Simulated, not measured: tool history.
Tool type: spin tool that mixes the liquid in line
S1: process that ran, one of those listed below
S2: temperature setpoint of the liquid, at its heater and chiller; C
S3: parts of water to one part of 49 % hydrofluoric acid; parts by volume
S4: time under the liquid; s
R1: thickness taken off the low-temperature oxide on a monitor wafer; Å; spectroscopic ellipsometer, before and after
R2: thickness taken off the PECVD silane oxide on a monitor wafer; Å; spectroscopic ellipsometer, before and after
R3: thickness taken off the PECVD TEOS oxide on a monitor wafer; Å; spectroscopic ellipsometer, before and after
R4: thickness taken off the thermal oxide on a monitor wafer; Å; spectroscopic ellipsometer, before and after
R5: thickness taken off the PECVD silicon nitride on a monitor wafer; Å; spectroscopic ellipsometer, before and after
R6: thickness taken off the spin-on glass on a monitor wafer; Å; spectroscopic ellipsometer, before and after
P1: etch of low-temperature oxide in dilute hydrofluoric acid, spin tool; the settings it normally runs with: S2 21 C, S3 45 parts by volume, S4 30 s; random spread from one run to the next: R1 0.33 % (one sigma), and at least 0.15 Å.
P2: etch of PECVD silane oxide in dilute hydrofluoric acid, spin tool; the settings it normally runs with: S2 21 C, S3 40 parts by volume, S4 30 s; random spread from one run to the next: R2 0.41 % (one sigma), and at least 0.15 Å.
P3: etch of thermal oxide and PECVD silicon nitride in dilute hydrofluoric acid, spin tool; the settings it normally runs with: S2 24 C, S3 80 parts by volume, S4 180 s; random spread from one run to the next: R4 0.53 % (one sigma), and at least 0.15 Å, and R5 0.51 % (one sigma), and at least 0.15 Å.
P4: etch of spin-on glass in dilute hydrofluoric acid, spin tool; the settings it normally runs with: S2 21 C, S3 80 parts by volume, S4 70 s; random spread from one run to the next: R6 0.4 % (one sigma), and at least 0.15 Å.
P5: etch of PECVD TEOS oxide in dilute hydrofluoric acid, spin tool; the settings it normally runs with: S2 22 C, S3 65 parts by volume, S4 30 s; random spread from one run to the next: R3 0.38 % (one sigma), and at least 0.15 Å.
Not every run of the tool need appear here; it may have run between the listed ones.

run  hour  S1    S2   S3   S4      R1      R2      R3      R4      R5      R6
  1   3.4  P1    21   45   30     144
  2   7.8  P1    21   45   30  144.99
  3  10.2  P2    21   40   30          172.07
  4  13.2  P5    22   65   15                  26.509
  5  15.8  P3    24   80  180                          107.04  126.42
  6    20  P4    21  135   70                                          158.72
  7  22.8  P3  18.5   80  180                          84.945  87.187
  8  26.1  P2    21   40   45          258.35
  9  29.8  P2    26   40   30          213.44
 10  32.2  P1  27.5   45   30  189.79
 11  34.5  P5    22  115   30                  27.976
 12  36.8  P1    21   45   15  72.011
 13  40.7  P4    17   80   70                                          239.81
 14  43.7  P3    24   80   15                          8.9812   10.81
 15  47.4  P5    22   65   30                  52.841
 16  49.6  P1    21   45   30  144.94
 17  53.1  P1    21   45   30  145.28
 18  56.1  P5  29.5   65   30                    70.9
 19  59.2  P1    17   45   60  242.91
 20  62.6  P1    21   45   30  143.89
 21  66.5  P3    24  115  180                          71.702  89.909

Forecast run 22:
 22  69.2  P1  21  65  30   ?

R1: 96.698 Å

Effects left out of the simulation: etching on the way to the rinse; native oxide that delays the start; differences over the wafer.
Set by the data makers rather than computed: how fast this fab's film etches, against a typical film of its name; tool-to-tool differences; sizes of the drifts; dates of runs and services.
